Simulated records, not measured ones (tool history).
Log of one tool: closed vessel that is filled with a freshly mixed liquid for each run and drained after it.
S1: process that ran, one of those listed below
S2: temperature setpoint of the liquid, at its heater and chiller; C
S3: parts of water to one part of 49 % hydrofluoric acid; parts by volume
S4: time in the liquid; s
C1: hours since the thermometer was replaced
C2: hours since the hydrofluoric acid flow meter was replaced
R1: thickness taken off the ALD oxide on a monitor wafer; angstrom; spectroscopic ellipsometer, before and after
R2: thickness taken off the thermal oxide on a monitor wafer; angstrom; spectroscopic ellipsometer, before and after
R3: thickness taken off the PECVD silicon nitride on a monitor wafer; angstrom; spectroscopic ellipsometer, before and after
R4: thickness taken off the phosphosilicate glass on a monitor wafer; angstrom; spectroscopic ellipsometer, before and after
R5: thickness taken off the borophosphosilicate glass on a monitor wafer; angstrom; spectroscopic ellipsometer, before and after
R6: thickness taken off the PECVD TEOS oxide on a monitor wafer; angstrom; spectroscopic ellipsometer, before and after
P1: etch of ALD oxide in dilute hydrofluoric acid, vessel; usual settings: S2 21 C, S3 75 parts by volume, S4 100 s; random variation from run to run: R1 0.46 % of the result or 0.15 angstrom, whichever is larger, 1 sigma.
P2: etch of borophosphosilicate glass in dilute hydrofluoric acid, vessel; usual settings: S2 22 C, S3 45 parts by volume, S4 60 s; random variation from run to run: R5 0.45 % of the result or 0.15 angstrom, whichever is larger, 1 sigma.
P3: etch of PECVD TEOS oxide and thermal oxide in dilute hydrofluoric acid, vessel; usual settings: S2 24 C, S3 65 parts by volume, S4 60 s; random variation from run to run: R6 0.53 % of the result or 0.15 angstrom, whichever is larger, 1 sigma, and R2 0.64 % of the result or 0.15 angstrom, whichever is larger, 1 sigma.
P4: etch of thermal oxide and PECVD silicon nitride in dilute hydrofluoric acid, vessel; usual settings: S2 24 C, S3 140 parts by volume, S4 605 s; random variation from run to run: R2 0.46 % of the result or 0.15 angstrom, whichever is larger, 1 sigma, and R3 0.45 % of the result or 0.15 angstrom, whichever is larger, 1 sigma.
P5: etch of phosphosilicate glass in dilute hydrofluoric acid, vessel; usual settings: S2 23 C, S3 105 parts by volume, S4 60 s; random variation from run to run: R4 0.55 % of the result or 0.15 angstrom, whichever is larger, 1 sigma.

run   hour  S1    S2   S3   S4     C1      C2      R1      R2      R3      R4      R5      R6
  1    6.8  P1    21   75  100  676.3   707.8  123.82
  2   15.4  P1    21   75  180  684.9   716.4  223.72
  3   20.2  P4    24  140  605  689.7   721.2          196.96  108.87
  4   27.2  P5    23  155   60  696.7   728.2                          251.57
  5   37.9  P1    21  125   45  707.4   738.9    31.9
  6   48.8  P5    23  105  100  718.3   749.8                          655.12
  7   54.2  P2    22   70   60  723.7   755.2                                  428.93
  8   60.4  P5    18  105   60  729.9   761.4                          324.37
  9   66.1  P3    28   65   60  735.6   767.1          52.099                          248.84
 10   73.4  P3    24   65   60  742.9   774.4          44.098                          214.78
 11   81.5  P1  28.5   75   30    751   782.5  50.227
 12   87.6  P4    24  140   30  757.1   788.6          9.8131  5.3567
 13   96.2  P1    21   75   50  765.7   797.2  61.988
 14  102.7  P3    24   65   60  772.2   803.7          43.673                          214.84
 15  113.8  P1    26   75  100  783.3   814.8  151.59
 16    121  P5    23  105   60  790.5     822                          395.97
 17  129.2  P2    22   45   60  798.7   830.2                                  693.02
 18  135.4  P5    23  105   60  804.9   836.4                           391.8
 19  141.7  P2    17   45   60  811.2   842.7                                  557.45
 20  148.2  P1    21   75  100  817.7   849.2  123.91
 21    159  P4    24  190  605  828.5     860          138.31  79.867
 22  164.3  P1    17   75  100  833.8   865.3  104.94
 23  173.4  P1    17   35  100  842.9   874.4  236.17
 24  183.3  P1    21  110  100  852.8   884.3  81.614
 25    191  P1    21   75  100  860.5     892  123.08
 26  200.6  P1    21   30  100  870.1   901.6  326.41
 27  208.1  P3    24   65   30  877.6   909.1          22.115                          108.21
 28  214.7  P2    22   45   30  884.2   915.7                                  347.12
 29  223.5  P4    24  140  605    893   924.5           199.3   108.4
 30  232.5  P1    21   75  100    902   933.5  124.49
 31  241.2  P3    24   35   60  910.7   942.2          85.576                           414.6
 32  246.5  P2    22   45   60    916   947.5                                  696.78
 33  253.7  P4    28  140  605  923.2   954.7          229.51  139.29
 34  259.8  P1    21   75  100  929.3   960.8  123.62
 35  264.8  P1    21   75  100  934.3   965.8   124.7
 36  270.9  P1    21   75  100  940.4   971.9  127.91
 37  277.4  P1    21   75  100  946.9   978.4  130.55
 38  285.1  P1    21   75  100  954.6   986.1  131.88
 39  290.2  P1    21   75  100  959.7   991.2  131.97
 40  300.3  P1    21   75  100  969.8  1001.3  134.18
 41  310.3  P1    21   75  100  979.8  1011.3  132.53

What P1 gives has crept away from where it was. These 2 causes fit the log equally well, each at the size given:
A: hydrofluoric acid flow above the setpoint (%) = 7.09
B: liquid hotter than its thermometer reads (K) = 1.81
The creep began at about hour 264.8.

4 check runs are offered, one wafer each, their results left as question marks. Which one tells the causes apart?
check 1  320.3  P3  24   65   60               ?               ?
check 2  320.3  P4  24  140  605               ?   ?
check 3  320.3  P2  22   45   60                           ?
check 4  320.3  P5  23  105   60                       ?

What each check would give under each cause:
  check  result    if A    if B
check 1      R2   47.46  47.413
check 1      R6  230.88  230.65
check 2      R2  213.88   211.7
check 2      R3  115.83  121.59
check 3      R5  746.05  748.38
check 4      R4  426.99  424.74
How far apart the two closest causes lie, in the result that separates them most: check 1 0.1 %; check 2 4.86 %; check 3 0.31 %; check 4 0.53 %
Only check 2 tells the causes apart: in the others they would give nearly the same result.

Check 2 was then run and gave: R2 211.21 angstrom; R3 121.64 angstrom. Which cause is it?

It is B: liquid hotter than its thermometer reads (K).

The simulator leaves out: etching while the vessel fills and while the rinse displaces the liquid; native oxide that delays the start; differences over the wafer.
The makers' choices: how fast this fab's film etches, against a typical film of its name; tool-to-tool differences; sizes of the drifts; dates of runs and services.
